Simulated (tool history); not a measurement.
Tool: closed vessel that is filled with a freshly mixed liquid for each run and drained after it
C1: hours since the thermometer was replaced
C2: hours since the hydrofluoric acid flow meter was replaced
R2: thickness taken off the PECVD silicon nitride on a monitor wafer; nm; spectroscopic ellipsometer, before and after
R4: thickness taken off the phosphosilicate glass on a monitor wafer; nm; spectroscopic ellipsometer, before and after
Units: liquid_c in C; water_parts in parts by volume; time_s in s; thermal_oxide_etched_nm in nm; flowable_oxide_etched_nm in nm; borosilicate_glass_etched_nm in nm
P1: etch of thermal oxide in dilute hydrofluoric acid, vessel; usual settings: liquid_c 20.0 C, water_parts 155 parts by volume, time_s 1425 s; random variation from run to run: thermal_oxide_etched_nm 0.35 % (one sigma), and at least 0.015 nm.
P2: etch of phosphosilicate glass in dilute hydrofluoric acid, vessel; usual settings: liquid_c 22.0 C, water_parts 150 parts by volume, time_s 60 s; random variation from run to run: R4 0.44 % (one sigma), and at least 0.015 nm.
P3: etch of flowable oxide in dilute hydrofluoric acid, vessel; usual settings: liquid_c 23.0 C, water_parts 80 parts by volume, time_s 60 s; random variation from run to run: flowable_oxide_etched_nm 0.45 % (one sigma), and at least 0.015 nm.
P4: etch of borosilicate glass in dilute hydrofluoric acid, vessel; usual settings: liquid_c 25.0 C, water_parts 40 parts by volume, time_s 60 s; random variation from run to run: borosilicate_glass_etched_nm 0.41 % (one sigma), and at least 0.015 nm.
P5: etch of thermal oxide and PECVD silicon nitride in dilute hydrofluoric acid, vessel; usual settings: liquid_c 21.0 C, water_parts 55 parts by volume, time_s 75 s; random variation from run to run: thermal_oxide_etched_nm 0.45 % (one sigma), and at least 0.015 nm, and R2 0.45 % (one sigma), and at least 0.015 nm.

Run 1, day 0.729: process P1, liquid_c 20.0 C, water_parts 155 parts by volume, time_s 1425 s; C1 172.6; C2 759.3. Result: thermal_oxide_etched_nm 36.2290 nm.
Run 2, day 1.321: process P5, liquid_c 21.0 C, water_parts 20 parts by volume, time_s 75 s; C1 186.8; C2 773.5. Result: thermal_oxide_etched_nm 17.2300 nm, R2 16.6990 nm.
Run 3, day 1.788: process P5, liquid_c 17.0 C, water_parts 55 parts by volume, time_s 75 s; C1 198.0; C2 784.7. Result: thermal_oxide_etched_nm 5.0264 nm, R2 4.6984 nm.
Run 4, day 2.496: process P3, liquid_c 30.5 C, water_parts 80 parts by volume, time_s 60 s; C1 215.0; C2 801.7. Result: flowable_oxide_etched_nm 50.763 nm.
Run 5, day 3.117: process P1, liquid_c 20.0 C, water_parts 155 parts by volume, time_s 1425 s; C1 229.9; C2 816.6. Result: thermal_oxide_etched_nm 36.1500 nm.
Run 6, day 3.533: process P3, liquid_c 23.0 C, water_parts 80 parts by volume, time_s 60 s; C1 239.9; C2 826.6. Result: flowable_oxide_etched_nm 37.982 nm.
Run 7, day 3.962: process P1, liquid_c 26.5 C, water_parts 155 parts by volume, time_s 1425 s; C1 250.2; C2 836.9. Result: thermal_oxide_etched_nm 46.5470 nm.
Run 8, day 4.608: process P1, liquid_c 20.0 C, water_parts 265 parts by volume, time_s 1425 s; C1 265.7; C2 852.4. Result: thermal_oxide_etched_nm 18.9670 nm.
Run 9, day 5.121: process P1, liquid_c 20.0 C, water_parts 155 parts by volume, time_s 1425 s; C1 278.0; C2 864.7. Result: thermal_oxide_etched_nm 36.2150 nm.
Run 10, day 5.638: process P1, liquid_c 20.0 C, water_parts 155 parts by volume, time_s 130 s; C1 290.4; C2 877.1. Result: thermal_oxide_etched_nm 3.3026 nm.
Run 11, day 6.029: process P3, liquid_c 23.0 C, water_parts 135 parts by volume, time_s 60 s; C1 299.8; C2 886.5. Result: flowable_oxide_etched_nm 21.126 nm.
Run 12, day 6.408: process P1, liquid_c 20.0 C, water_parts 155 parts by volume, time_s 2760 s; C1 308.9; C2 895.6. Result: thermal_oxide_etched_nm 70.3290 nm.
Run 13, day 7.167: process P5, liquid_c 21.0 C, water_parts 55 parts by volume, time_s 30 s; C1 327.1; C2 913.8. Result: thermal_oxide_etched_nm 2.4103 nm, R2 2.5145 nm.
Run 14, day 7.512: process P1, liquid_c 17.0 C, water_parts 155 parts by volume, time_s 1425 s; C1 335.4; C2 922.1. Result: thermal_oxide_etched_nm 32.0400 nm.
Run 15, day 8.021: process P2, liquid_c 22.0 C, water_parts 150 parts by volume, time_s 60 s; C1 347.6; C2 934.3. Result: R4 27.245 nm.
Run 16, day 8.762: process P4, liquid_c 25.0 C, water_parts 40 parts by volume, time_s 60 s; C1 365.4; C2 952.1. Result: borosilicate_glass_etched_nm 42.971 nm.
Run 17, day 9.117: process P1, liquid_c 17.0 C, water_parts 50 parts by volume, time_s 1425 s; C1 373.9; C2 960.6. Result: thermal_oxide_etched_nm 111.2700 nm.
Run 18, day 9.704: process P2, liquid_c 22.0 C, water_parts 150 parts by volume, time_s 60 s; C1 388.0; C2 974.7. Result: R4 27.191 nm.
Run 19, day 10.429: process P1, liquid_c 20.0 C, water_parts 155 parts by volume, time_s 1425 s; C1 405.4; C2 992.1. Result: thermal_oxide_etched_nm 35.8330 nm.
Run 20, day 10.921: process P3, liquid_c 23.0 C, water_parts 80 parts by volume, time_s 60 s; C1 417.2; C2 1003.9. Result: flowable_oxide_etched_nm 38.080 nm.
Run 21, day 11.508: process P2, liquid_c 30.0 C, water_parts 150 parts by volume, time_s 60 s; C1 431.3; C2 1018.0. Result: R4 36.859 nm.
Run 22, day 12.058: process P2, liquid_c 22.0 C, water_parts 85 parts by volume, time_s 60 s; C1 444.5; C2 1031.2. Result: R4 51.559 nm.
Run 23, day 12.517: process P3, liquid_c 23.0 C, water_parts 80 parts by volume, time_s 85 s; C1 455.5; C2 1042.2. Result: flowable_oxide_etched_nm 53.784 nm.
Run 24, day 12.883: process P5, liquid_c 21.0 C, water_parts 55 parts by volume, time_s 75 s; C1 464.3; C2 1051.0. Result: thermal_oxide_etched_nm 5.9971 nm, R2 6.1997 nm.
Run 25, day 13.383: process P2, liquid_c 22.0 C, water_parts 150 parts by volume, time_s 105 s; C1 476.3; C2 1063.0. Result: R4 47.582 nm.
Run 26, day 13.833: process P1, liquid_c 20.0 C, water_parts 80 parts by volume, time_s 2160 s; C1 487.1; C2 1073.8. Result: thermal_oxide_etched_nm 115.3600 nm.
Run 27, day 14.512: process P4, liquid_c 25.0 C, water_parts 40 parts by volume, time_s 60 s; C1 503.4; C2 1090.1. Result: borosilicate_glass_etched_nm 42.480 nm.
Run 28, day 15.038: process P1, liquid_c 20.0 C, water_parts 155 parts by volume, time_s 1425 s; C1 516.0; C2 1102.7. Result: thermal_oxide_etched_nm 36.3690 nm.
Run 29, day 15.775: process P1, liquid_c 20.0 C, water_parts 45 parts by volume, time_s 1425 s; C1 533.7; C2 1120.4. Result: thermal_oxide_etched_nm 139.9100 nm.
Run 30, day 16.408: process P1, liquid_c 20.0 C, water_parts 155 parts by volume, time_s 1425 s; C1 548.9; C2 1135.6. Result: thermal_oxide_etched_nm 36.0770 nm.
Run 31, day 17.033: process P1, liquid_c 26.0 C, water_parts 155 parts by volume, time_s 2725 s; C1 563.9; C2 1150.6. Result: thermal_oxide_etched_nm 87.2600 nm.
Run 32, day 17.783: process P4, liquid_c 25.0 C, water_parts 40 parts by volume, time_s 30 s; C1 581.9; C2 1168.6. Result: borosilicate_glass_etched_nm 21.431 nm.
Run 33, day 18.175: process P4, liquid_c 25.0 C, water_parts 20 parts by volume, time_s 60 s; C1 591.3; C2 1178.0. Result: borosilicate_glass_etched_nm 87.500 nm.
Run 34, day 18.900: process P4, liquid_c 21.5 C, water_parts 40 parts by volume, time_s 60 s; C1 608.7; C2 1195.4. Result: borosilicate_glass_etched_nm 36.757 nm.
Run 35, day 19.300: process P1, liquid_c 20.0 C, water_parts 155 parts by volume, time_s 1425 s; C1 618.3; C2 1205.0. Result: thermal_oxide_etched_nm 36.0230 nm.
Run 36, day 19.875: process P1, liquid_c 20.0 C, water_parts 155 parts by volume, time_s 1425 s; C1 632.1; C2 1218.8. Result: thermal_oxide_etched_nm 36.9830 nm.
Run 37, day 20.592: process P1, liquid_c 20.0 C, water_parts 155 parts by volume, time_s 1425 s; C1 649.3; C2 1236.0. Result: thermal_oxide_etched_nm 37.4860 nm.
Run 38, day 21.275: process P1, liquid_c 20.0 C, water_parts 155 parts by volume, time_s 1425 s; C1 665.7; C2 1252.4. Result: thermal_oxide_etched_nm 37.9850 nm.
Run 39, day 21.846: process P1, liquid_c 20.0 C, water_parts 155 parts by volume, time_s 1425 s; C1 679.4; C2 1266.1. Result: thermal_oxide_etched_nm 38.4260 nm.
Run 40, day 22.188: process P1, liquid_c 20.0 C, water_parts 155 parts by volume, time_s 1425 s; C1 687.6; C2 1274.3. Result: thermal_oxide_etched_nm 38.1660 nm.
Run 41, day 22.529: process P1, liquid_c 20.0 C, water_parts 155 parts by volume, time_s 1425 s; C1 695.8; C2 1282.5. Result: thermal_oxide_etched_nm 38.2620 nm.
Run 42, day 23.238: process P1, liquid_c 20.0 C, water_parts 155 parts by volume, time_s 1425 s; C1 712.8; C2 1299.5. Result: thermal_oxide_etched_nm 38.5170 nm.
Run 43, day 23.875: process P1, liquid_c 20.0 C, water_parts 155 parts by volume, time_s 1425 s; C1 728.1; C2 1314.8. Result: thermal_oxide_etched_nm 38.5130 nm.
Run 44, day 24.367: process P1, liquid_c 20.0 C, water_parts 155 parts by volume, time_s 1425 s; C1 739.9; C2 1326.6. Result: thermal_oxide_etched_nm 38.5870 nm.
Run 45, day 24.738: process P1, liquid_c 20.0 C, water_parts 155 parts by volume, time_s 1425 s; C1 748.8; C2 1335.5. Result: thermal_oxide_etched_nm 38.4500 nm.
Run 46, day 25.267: process P1, liquid_c 20.0 C, water_parts 155 parts by volume, time_s 1425 s; C1 761.5; C2 1348.2. Result: thermal_oxide_etched_nm 38.7040 nm.

What P1 gives has crept away from where it was. These 2 causes fit the log equally well, each at the size given:
A: hydrofluoric acid flow above the setpoint (%) = 5.97
B: liquid hotter than its thermometer reads (K) = 1.71
The creep began at about day 19.300.

4 check runs are offered, one wafer each, their results left as question marks. Which one tells the causes apart?
Run check 1, day 25.796: process P2, liquid_c 22.0 C, water_parts 150 parts by volume, time_s 60 s. Result: R4 ?.
Run check 2, day 25.796: process P4, liquid_c 25.0 C, water_parts 40 parts by volume, time_s 60 s. Result: borosilicate_glass_etched_nm ?.
Run check 3, day 25.796: process P5, liquid_c 21.0 C, water_parts 55 parts by volume, time_s 75 s. Result: thermal_oxide_etched_nm ?, R2 ?.
Run check 4, day 25.796: process P3, liquid_c 23.0 C, water_parts 80 parts by volume, time_s 60 s. Result: flowable_oxide_etched_nm ?.

What each check would give under each cause:
  check                        result    if A    if B
check 1                            R4  29.092  29.059
check 2  borosilicate_glass_etched_nm  45.430  45.839
check 3       thermal_oxide_etched_nm  6.3653  6.4260
check 3                            R2  6.6103  7.0216
check 4      flowable_oxide_etched_nm  40.536  40.748
How far apart the two closest causes lie, in the result that separates them most: check 1 0.11 %; check 2 0.9 %; check 3 6.04 %; check 4 0.52 %
Only check 3 tells the causes apart: in the others they would give nearly the same result.

Then check 3 was run and gave: thermal_oxide_etched_nm 6.4327 nm; R2 7.0746 nm. Which cause is it?

It is B: liquid hotter than its thermometer reads (K).

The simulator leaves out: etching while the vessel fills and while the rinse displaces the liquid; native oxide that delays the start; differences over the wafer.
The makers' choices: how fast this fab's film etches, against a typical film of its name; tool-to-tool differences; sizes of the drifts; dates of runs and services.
